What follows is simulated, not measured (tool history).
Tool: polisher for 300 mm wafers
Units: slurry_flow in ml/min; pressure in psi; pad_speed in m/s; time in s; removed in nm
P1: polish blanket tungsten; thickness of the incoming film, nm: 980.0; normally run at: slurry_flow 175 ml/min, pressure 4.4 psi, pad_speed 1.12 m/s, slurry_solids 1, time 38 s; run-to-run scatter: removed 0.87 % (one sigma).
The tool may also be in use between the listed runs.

| run | hour | slurry_flow | pressure | pad_speed | slurry_solids | time | wafers polished on this pad | hours since the slurry nozzle was cleaned | hours since the head pressure was calibrated | hours since the slurry blender was calibrated | hours since the slurry got fresh peroxide | removed |
|---|---|---|---|---|---|---|---|---|---|---|---|---|
| 1 | 5.1 | 175 | 4.4 | 1.12 | 1 | 38 | 425 | 223.9 | 397.4 | 387 | 28.6 | 245.67 |
| 2 | 11.7 | 255 | 4.4 | 1.12 | 1 | 38 | 502 | 230.5 | 404 | 393.6 | 35.2 | 255.96 |
| 3 | 17 | 175 | 4.4 | 1.12 | 0.6 | 38 | 563 | 235.8 | 409.3 | 398.9 | 40.5 | 215.57 |
| 4 | 21.4 | 105 | 4.4 | 1.12 | 1 | 21 | 614 | 240.2 | 413.7 | 403.3 | 44.9 | 121.53 |
|  | 24.8 | head pressure recalibrated |
| 5 | 26.9 | 175 | 4.4 | 1.12 | 1.45 | 38 | 678 | 245.7 | 2.1 | 408.8 | 50.4 | 263.92 |
| 6 | 33.5 | 175 | 4.4 | 0.72 | 1 | 38 | 755 | 252.3 | 8.7 | 415.4 | 57 | 153.03 |
|  | 35.2 | slurry nozzle cleaned |
| 7 | 41.9 | 175 | 2 | 1.12 | 1 | 38 | 852 | 6.7 | 17.1 | 423.8 | 65.4 | 112.58 |
| 8 | 48.2 | 105 | 4.4 | 1.12 | 1 | 38 | 925 | 13 | 23.4 | 430.1 | 71.7 | 219.55 |
| 9 | 54.5 | 175 | 4.4 | 1.12 | 1 | 38 | 999 | 19.3 | 29.7 | 436.4 | 78 | 244.59 |
| 10 | 61.9 | 175 | 4.4 | 1.12 | 1 | 38 | 1084 | 26.7 | 37.1 | 443.8 | 85.4 | 245.16 |
| 11 | 66.1 | 175 | 4.4 | 1.12 | 1 | 38 | 1133 | 30.9 | 41.3 | 448 | 89.6 | 239.04 |
| 12 | 72.1 | 225 | 6.7 | 1.12 | 1 | 38 | 1203 | 36.9 | 47.3 | 454 | 95.6 | 378.46 |
| 13 | 78.7 | 175 | 4.4 | 1.12 | 1 | 22 | 1280 | 43.5 | 53.9 | 460.6 | 102.2 | 139.96 |
| 14 | 87 | 175 | 5.8 | 1.12 | 1 | 38 | 1376 | 51.8 | 62.2 | 468.9 | 110.5 | 314.82 |
| 15 | 91.8 | 175 | 4.4 | 1.7 | 1 | 38 | 1432 | 56.6 | 67 | 473.7 | 115.3 | 367.46 |
| 16 | 97.5 | 175 | 4.4 | 1.12 | 1 | 57 | 1498 | 62.3 | 72.7 | 479.4 | 121 | 361.93 |
| 17 | 106.2 | 175 | 4.4 | 1.12 | 1 | 38 | 1599 | 71 | 81.4 | 488.1 | 129.7 | 241.07 |
| 18 | 110.2 | 175 | 3 | 0.84 | 1 | 38 | 1645 | 75 | 85.4 | 492.1 | 133.7 | 125.91 |
| 19 | 118.7 | 175 | 4.4 | 1.12 | 1 | 38 | 1744 | 83.5 | 93.9 | 500.6 | 142.2 | 241.32 |
| 20 | 127.5 | 175 | 4.4 | 1.12 | 1 | 38 | 1846 | 92.3 | 102.7 | 509.4 | 151 | 237.83 |
| 21 | 135.6 | 175 | 4.4 | 1.12 | 1 | 38 | 1940 | 100.4 | 110.8 | 517.5 | 159.1 | 234.9 |
| 22 | 141.4 | 175 | 4.4 | 1.12 | 1 | 38 | 2007 | 106.2 | 116.6 | 523.3 | 164.9 | 233.19 |
| 23 | 148.6 | 175 | 4.4 | 1.12 | 1 | 38 | 2091 | 113.4 | 123.8 | 530.5 | 172.1 | 228.87 |
| 24 | 156.6 | 175 | 4.4 | 1.12 | 1 | 38 | 2184 | 121.4 | 131.8 | 538.5 | 180.1 | 224.18 |
| 25 | 161.8 | 175 | 4.4 | 1.12 | 1 | 38 | 2244 | 126.6 | 137 | 543.7 | 185.3 | 224.92 |
|  | 162 | worn pad replaced by a new one |
| 26 | 167.7 | 175 | 4.4 | 1.12 | 1 | 38 | 66 | 132.5 | 142.9 | 549.6 | 191.2 | 219.1 |
|  | 168.8 | head pressure recalibrated |
|  | 171.2 | slurry tank refilled with fresh slurry and peroxide |
| 27 | 176.1 | 175 | 4.4 | 1.12 | 1 | 38 | 163 | 140.9 | 7.3 | 558 | 5 | 223.66 |
| 28 | 183.4 | 175 | 4.4 | 1.12 | 1 | 38 | 248 | 148.2 | 14.6 | 565.3 | 12.3 | 224.94 |
| 29 | 187.8 | 175 | 4.4 | 1.12 | 1 | 38 | 299 | 152.6 | 19 | 569.7 | 16.7 | 220.42 |
| 30 | 196.6 | 175 | 4.4 | 1.12 | 1 | 38 | 401 | 161.4 | 27.8 | 578.5 | 25.5 | 218.71 |

What P1 gives has crept away from where it was. These 2 causes fit the log equally well, each at the size given:
A: abrasive missing from the slurry, % = 31.9
B: slurry flow missing at the pad, % = 37.8
The creep began at about hour 127.5.
Why every other cause is out:
removal rate lost through wear of the pad, %: serviced at hour 162, which brought nothing back
head's pressure below its setpoint, %: serviced at hour 168.8, which brought nothing back
peroxide lost from the slurry, %: serviced at hour 171.2, which brought nothing back

4 check runs are offered, each on 2 wafers whose results are averaged, their results left as question marks. Which one tells the causes apart?
| check 1 | 205.4 | 175 | 4.4 | 1.12 | 1.4 | 38 |  |  |  |  |  | ? |
| check 2 | 205.4 | 175 | 2.2 | 1.36 | 1 | 38 |  |  |  |  |  | ? |
| check 3 | 205.4 | 175 | 4.4 | 1.12 | 0.8 | 57 |  |  |  |  |  | ? |
| check 4 | 205.4 | 110 | 4.4 | 1.12 | 1.2 | 38 |  |  |  |  |  | ? |

What each check would give under each cause:
| check | result | if A | if B |
|---|---|---|---|
| check 1 | removed | 239.79 | 240.53 |
| check 2 | removed | 134.68 | 134.69 |
| check 3 | removed | 316.46 | 315.84 |
| check 4 | removed | 212.11 | 203.01 |
How far apart the two closest causes lie, in the result that separates them most: check 1 0.3 %; check 2 0.01 %; check 3 0.2 %; check 4 4.39 %
Only check 4 tells the causes apart: in the others they would give nearly the same result.

Then check 4 was run and gave: removed 202.91 nm. Which cause is it?

It is B: slurry flow missing at the pad, %.

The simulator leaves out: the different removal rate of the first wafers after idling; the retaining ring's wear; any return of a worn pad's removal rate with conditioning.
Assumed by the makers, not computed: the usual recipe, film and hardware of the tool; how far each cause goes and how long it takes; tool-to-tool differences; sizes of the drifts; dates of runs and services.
